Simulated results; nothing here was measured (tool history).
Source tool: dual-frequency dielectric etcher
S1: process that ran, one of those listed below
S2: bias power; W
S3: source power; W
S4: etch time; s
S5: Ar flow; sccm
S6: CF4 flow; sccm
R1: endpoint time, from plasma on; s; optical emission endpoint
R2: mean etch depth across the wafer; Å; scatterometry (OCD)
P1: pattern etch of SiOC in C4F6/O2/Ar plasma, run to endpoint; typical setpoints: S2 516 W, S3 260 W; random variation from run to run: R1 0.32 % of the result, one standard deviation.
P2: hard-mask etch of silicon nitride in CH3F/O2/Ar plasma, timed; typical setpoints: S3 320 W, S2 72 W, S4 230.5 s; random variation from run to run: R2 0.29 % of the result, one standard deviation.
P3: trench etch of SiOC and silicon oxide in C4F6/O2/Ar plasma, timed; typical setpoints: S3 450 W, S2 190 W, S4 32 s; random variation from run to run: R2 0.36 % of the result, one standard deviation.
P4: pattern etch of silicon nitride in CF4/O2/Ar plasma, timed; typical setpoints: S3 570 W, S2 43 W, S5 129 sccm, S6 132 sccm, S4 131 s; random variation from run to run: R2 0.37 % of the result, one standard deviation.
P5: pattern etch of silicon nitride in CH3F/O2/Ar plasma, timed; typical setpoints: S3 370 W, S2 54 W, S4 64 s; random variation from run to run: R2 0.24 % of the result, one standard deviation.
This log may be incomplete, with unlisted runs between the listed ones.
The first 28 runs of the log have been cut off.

run,hour,S1,S2,S3,S4,S5,S6,R1,R2
29,318.2,P1,516,260,,,,17.725,
30,333.3,P5,54,370,93.5,,,,582.08
31,343.3,P1,516,260,,,,17.781,
32,350.5,P1,516,260,,,,17.706,
33,364.5,P1,516,260,,,,17.81,
34,372.9,P1,516,260,,,,17.877,
35,387.5,P1,516,260,,,,17.961,
36,396.5,P1,516,260,,,,17.954,
37,408.1,P1,516,260,,,,17.865,

The next listed run, before its measurement:
38,421,P1,516,260,,,,?,

{"run 38": {"R1": 18.072}}
